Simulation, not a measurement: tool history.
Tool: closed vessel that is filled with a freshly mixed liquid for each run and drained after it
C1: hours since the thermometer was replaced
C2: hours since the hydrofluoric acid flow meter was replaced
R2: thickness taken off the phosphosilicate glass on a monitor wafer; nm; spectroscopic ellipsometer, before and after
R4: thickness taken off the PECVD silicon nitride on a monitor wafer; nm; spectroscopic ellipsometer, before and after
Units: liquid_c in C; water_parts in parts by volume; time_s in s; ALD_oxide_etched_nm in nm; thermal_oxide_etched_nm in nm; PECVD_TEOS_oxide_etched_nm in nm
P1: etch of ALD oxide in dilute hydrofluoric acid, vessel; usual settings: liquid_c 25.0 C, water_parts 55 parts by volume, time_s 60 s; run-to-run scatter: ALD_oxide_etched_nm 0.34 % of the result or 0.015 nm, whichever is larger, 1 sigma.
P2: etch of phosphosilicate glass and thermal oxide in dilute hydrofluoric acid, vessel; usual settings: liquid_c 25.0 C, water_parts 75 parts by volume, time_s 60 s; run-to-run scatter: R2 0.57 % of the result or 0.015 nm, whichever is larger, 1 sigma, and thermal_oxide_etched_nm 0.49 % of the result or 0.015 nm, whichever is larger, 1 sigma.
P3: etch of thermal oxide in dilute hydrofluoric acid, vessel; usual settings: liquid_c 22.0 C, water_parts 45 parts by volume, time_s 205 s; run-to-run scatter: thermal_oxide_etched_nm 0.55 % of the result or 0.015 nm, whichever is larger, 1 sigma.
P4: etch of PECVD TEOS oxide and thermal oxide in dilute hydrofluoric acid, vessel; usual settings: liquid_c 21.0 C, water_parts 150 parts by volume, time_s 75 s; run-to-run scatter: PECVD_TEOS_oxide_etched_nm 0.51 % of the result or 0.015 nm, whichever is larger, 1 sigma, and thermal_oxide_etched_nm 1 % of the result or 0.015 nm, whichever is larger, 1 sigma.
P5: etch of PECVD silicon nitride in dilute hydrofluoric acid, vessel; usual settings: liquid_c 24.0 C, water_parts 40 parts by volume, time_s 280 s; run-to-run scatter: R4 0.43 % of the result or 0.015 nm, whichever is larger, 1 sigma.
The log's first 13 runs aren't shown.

Run 14, hour 81.6: process P1, liquid_c 25.0 C, water_parts 55 parts by volume, time_s 60 s; C1 566.4; C2 1487.9. Result: ALD_oxide_etched_nm 20.083 nm.
Run 15, hour 85.3: process P2, liquid_c 19.0 C, water_parts 75 parts by volume, time_s 60 s; C1 570.1; C2 1491.6. Result: R2 136.490 nm, thermal_oxide_etched_nm 3.2542 nm.
Run 16, hour 91.7: process P3, liquid_c 22.0 C, water_parts 65 parts by volume, time_s 205 s; C1 576.5; C2 1498.0. Result: thermal_oxide_etched_nm 13.6800 nm.
Run 17, hour 96.5: process P1, liquid_c 29.0 C, water_parts 55 parts by volume, time_s 30 s; C1 581.3; C2 1502.8. Result: ALD_oxide_etched_nm 11.766 nm.
Run 18, hour 102.2: process P3, liquid_c 26.5 C, water_parts 45 parts by volume, time_s 205 s; C1 587.0; C2 1508.5. Result: thermal_oxide_etched_nm 24.3590 nm.
Run 19, hour 107.3: process P1, liquid_c 25.0 C, water_parts 55 parts by volume, time_s 30 s; C1 592.1; C2 1513.6. Result: ALD_oxide_etched_nm 10.043 nm.
Run 20, hour 112.6: process P1, liquid_c 25.0 C, water_parts 55 parts by volume, time_s 60 s; C1 597.4; C2 1518.9. Result: ALD_oxide_etched_nm 20.102 nm.
Run 21, hour 116.1: process P3, liquid_c 22.0 C, water_parts 45 parts by volume, time_s 205 s; C1 600.9; C2 1522.4. Result: thermal_oxide_etched_nm 20.1940 nm.
Run 22, hour 122.8: process P1, liquid_c 29.0 C, water_parts 55 parts by volume, time_s 60 s; C1 607.6; C2 1529.1. Result: ALD_oxide_etched_nm 23.499 nm.
Run 23, hour 128.2: process P5, liquid_c 29.0 C, water_parts 40 parts by volume, time_s 280 s; C1 613.0; C2 1534.5. Result: R4 25.435 nm.
Run 24, hour 135.3: process P2, liquid_c 25.0 C, water_parts 75 parts by volume, time_s 60 s; C1 620.1; C2 1541.6. Result: R2 173.980 nm, thermal_oxide_etched_nm 4.1325 nm.
Run 25, hour 141.1: process P1, liquid_c 25.0 C, water_parts 55 parts by volume, time_s 60 s; C1 625.9; C2 1547.4. Result: ALD_oxide_etched_nm 19.976 nm.
Run 26, hour 146.9: process P4, liquid_c 17.0 C, water_parts 150 parts by volume, time_s 75 s; C1 631.7; C2 1553.2. Result: thermal_oxide_etched_nm 1.6745 nm, PECVD_TEOS_oxide_etched_nm 5.1949 nm.
Run 27, hour 151.1: process P4, liquid_c 21.0 C, water_parts 150 parts by volume, time_s 75 s; C1 635.9; C2 1557.4. Result: thermal_oxide_etched_nm 1.9843 nm, PECVD_TEOS_oxide_etched_nm 6.1668 nm.
Run 28, hour 156.2: process P1, liquid_c 25.0 C, water_parts 55 parts by volume, time_s 60 s; C1 641.0; C2 1562.5. Result: ALD_oxide_etched_nm 19.986 nm.
Run 29, hour 161.0: process P1, liquid_c 25.0 C, water_parts 20 parts by volume, time_s 60 s; C1 645.8; C2 1567.3. Result: ALD_oxide_etched_nm 57.586 nm.
Run 30, hour 166.1: process P1, liquid_c 25.0 C, water_parts 90 parts by volume, time_s 60 s; C1 650.9; C2 1572.4. Result: ALD_oxide_etched_nm 11.703 nm.
Run 31, hour 171.3: process P1, liquid_c 25.0 C, water_parts 55 parts by volume, time_s 60 s; C1 656.1; C2 1577.6. Result: ALD_oxide_etched_nm 20.056 nm.
Run 32, hour 177.3: process P1, liquid_c 25.0 C, water_parts 55 parts by volume, time_s 60 s; C1 662.1; C2 1583.6. Result: ALD_oxide_etched_nm 19.361 nm.

The next listed run, before its measurement:
Run 33, hour 180.9: process P1, liquid_c 25.0 C, water_parts 55 parts by volume, time_s 60 s; C1 665.7; C2 1587.2. Result: ALD_oxide_etched_nm ?.

ALD_oxide_etched_nm: 19.207 nm
